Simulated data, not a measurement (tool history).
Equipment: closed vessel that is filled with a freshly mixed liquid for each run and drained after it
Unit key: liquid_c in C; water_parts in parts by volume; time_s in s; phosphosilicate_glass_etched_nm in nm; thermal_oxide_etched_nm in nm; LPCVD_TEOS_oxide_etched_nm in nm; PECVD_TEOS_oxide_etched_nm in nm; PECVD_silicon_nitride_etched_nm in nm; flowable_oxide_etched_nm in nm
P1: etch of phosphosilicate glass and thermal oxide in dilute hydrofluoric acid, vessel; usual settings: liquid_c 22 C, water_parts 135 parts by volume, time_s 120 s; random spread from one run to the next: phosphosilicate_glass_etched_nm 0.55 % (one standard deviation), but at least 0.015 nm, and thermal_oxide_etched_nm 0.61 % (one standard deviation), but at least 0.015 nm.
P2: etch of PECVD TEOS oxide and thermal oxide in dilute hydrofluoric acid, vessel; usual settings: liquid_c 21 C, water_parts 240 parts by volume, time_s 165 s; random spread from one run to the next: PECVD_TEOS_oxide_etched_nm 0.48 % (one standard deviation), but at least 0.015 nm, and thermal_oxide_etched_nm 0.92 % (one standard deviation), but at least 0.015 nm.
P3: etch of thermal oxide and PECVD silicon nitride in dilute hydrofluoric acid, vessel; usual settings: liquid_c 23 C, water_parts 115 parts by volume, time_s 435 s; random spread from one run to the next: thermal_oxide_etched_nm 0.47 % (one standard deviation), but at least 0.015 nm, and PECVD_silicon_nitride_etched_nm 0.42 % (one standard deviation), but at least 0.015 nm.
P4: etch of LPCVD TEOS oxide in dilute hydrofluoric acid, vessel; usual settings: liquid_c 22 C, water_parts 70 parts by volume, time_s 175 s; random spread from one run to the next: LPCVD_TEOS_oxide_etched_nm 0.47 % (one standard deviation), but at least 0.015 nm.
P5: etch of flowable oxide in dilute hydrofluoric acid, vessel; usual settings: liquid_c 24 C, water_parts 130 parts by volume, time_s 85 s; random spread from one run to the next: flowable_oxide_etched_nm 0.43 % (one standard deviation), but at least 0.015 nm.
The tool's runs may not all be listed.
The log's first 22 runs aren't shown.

run	day	process	liquid_c	water_parts	time_s	phosphosilicate_glass_etched_nm	thermal_oxide_etched_nm	LPCVD_TEOS_oxide_etched_nm	PECVD_TEOS_oxide_etched_nm	PECVD_silicon_nitride_etched_nm	flowable_oxide_etched_nm
23	6.579	P5	31	130	85						23.559
24	6.829	P2	29	240	165		3.26260		6.2767		
25	7.200	P4	22	105	175			35.791			
26	7.500	P2	21	65	165		10.75600		21.4160		
27	7.817	P1	22	135	30	11.925	0.92818				
28	8.083	P1	30	135	120	64.454	5.01920				
29	8.279	P2	21	240	330		4.80390		9.5717		
30	8.483	P1	22	55	120	128.580	9.94950				
31	8.671	P4	17	70	175			44.760			
32	8.938	P5	24	130	130						27.452
33	9.167	P1	22	135	120	47.368	3.71290				
34	9.512	P1	22	135	120	48.993	3.81310				
35	9.858	P1	22	135	120	49.366	3.90720				
36	10.092	P1	22	135	120	50.287	3.90050				
37	10.408	P1	22	135	120	50.326	3.94060				

The next listed run, before its measurement:
38	10.629	P1	22	135	120	?	?				

phosphosilicate_glass_etched_nm: 50.399 nm
thermal_oxide_etched_nm: 3.93070 nm
